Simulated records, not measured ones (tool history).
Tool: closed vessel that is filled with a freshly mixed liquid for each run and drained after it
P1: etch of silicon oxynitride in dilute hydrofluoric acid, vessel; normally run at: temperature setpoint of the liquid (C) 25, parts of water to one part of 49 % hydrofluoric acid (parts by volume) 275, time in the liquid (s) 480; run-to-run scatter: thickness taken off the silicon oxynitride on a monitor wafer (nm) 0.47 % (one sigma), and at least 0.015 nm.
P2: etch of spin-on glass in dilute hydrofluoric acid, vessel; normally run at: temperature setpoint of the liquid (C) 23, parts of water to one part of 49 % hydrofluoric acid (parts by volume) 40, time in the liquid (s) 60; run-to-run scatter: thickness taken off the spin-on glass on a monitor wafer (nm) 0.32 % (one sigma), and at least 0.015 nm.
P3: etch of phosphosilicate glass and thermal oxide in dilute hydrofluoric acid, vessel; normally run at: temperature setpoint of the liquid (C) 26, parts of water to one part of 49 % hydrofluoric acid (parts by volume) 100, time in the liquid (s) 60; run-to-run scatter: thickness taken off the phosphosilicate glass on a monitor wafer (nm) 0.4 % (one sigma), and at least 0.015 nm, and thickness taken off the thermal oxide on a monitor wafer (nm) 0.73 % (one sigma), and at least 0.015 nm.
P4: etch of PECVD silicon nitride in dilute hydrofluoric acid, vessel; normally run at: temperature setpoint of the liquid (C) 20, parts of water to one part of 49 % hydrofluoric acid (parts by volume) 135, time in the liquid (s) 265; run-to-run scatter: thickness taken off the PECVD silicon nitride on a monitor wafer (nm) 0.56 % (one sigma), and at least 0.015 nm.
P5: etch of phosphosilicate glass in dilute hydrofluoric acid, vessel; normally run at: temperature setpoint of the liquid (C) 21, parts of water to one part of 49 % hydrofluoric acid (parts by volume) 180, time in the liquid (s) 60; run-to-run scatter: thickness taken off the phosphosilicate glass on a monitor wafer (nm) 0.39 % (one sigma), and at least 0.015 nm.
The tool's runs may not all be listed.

| run | hour | process that ran | temperature setpoint of the liquid (C) | parts of water to one part of 49 % hydrofluoric acid (parts by volume) | time in the liquid (s) | hours since the thermometer was replaced | hours since the hydrofluoric acid flow meter was replaced | thickness taken off the silicon oxynitride on a monitor wafer (nm) | thickness taken off the phosphosilicate glass on a monitor wafer (nm) | thickness taken off the PECVD silicon nitride on a monitor wafer (nm) | thickness taken off the thermal oxide on a monitor wafer (nm) | thickness taken off the spin-on glass on a monitor wafer (nm) |
|---|---|---|---|---|---|---|---|---|---|---|---|---|
| 1 | 11.7 | P1 | 25 | 275 | 480 | 628.1 | 954.1 | 5.4304 |  |  |  |  |
| 2 | 20.8 | P5 | 21 | 50 | 60 | 637.2 | 963.2 |  | 133.72 |  |  |  |
| 3 | 34.9 | P4 | 20 | 135 | 265 | 651.3 | 977.3 |  |  | 8.6122 |  |  |
| 4 | 49.4 | P3 | 26 | 100 | 105 | 665.8 | 991.8 |  | 83.199 |  | 5.3363 |  |
| 5 | 59 | P1 | 17 | 275 | 480 | 675.4 | 1001.4 | 3.8127 |  |  |  |  |
| 6 | 68.9 | P5 | 17 | 180 | 60 | 685.3 | 1011.3 |  | 27.374 |  |  |  |
| 7 | 77.7 | P1 | 25 | 275 | 480 | 694.1 | 1020.1 | 5.4598 |  |  |  |  |
| 8 | 93.3 | P1 | 25 | 275 | 480 | 709.7 | 1035.7 | 5.4539 |  |  |  |  |
| 9 | 104.5 | P2 | 23 | 40 | 60 | 720.9 | 1046.9 |  |  |  |  | 44.344 |
| 10 | 119.1 | P3 | 26 | 100 | 60 | 735.5 | 1061.5 |  | 46.748 |  | 3.0856 |  |
| 11 | 135.4 | P3 | 26 | 30 | 60 | 751.8 | 1077.8 |  | 173.15 |  | 11.235 |  |
| 12 | 150.1 | P1 | 25 | 275 | 480 | 766.5 | 1092.5 | 5.3942 |  |  |  |  |
| 13 | 158.8 | P2 | 23 | 65 | 60 | 775.2 | 1101.2 |  |  |  |  | 26.694 |
| 14 | 173.8 | P1 | 25 | 275 | 480 | 790.2 | 1116.2 | 5.456 |  |  |  |  |
| 15 | 190.5 | P4 | 20 | 20 | 265 | 806.9 | 1132.9 |  |  | 54.663 |  |  |
| 16 | 198.4 | P5 | 21 | 180 | 60 | 814.8 | 1140.8 |  | 32.315 |  |  |  |
| 17 | 207 | P4 | 20 | 135 | 80 | 823.4 | 1149.4 |  |  | 2.6015 |  |  |
| 18 | 215.4 | P4 | 17 | 135 | 265 | 831.8 | 1157.8 |  |  | 7.0607 |  |  |
| 19 | 229.9 | P1 | 25 | 490 | 480 | 846.3 | 1172.3 | 2.6492 |  |  |  |  |
| 20 | 243.1 | P1 | 25 | 375 | 825 | 859.5 | 1185.5 | 6.3909 |  |  |  |  |
| 21 | 258.6 | P1 | 25 | 275 | 790 | 875 | 1201 | 9.0818 |  |  |  |  |
| 22 | 269.4 | P1 | 28.5 | 65 | 480 | 885.8 | 1211.8 | 32.066 |  |  |  |  |

The next listed run, before its measurement:
| 23 | 277.6 | P1 | 25 | 275 | 30 | 894 | 1220 | ? |  |  |  |  |

thickness taken off the silicon oxynitride on a monitor wafer (nm): 0.33956
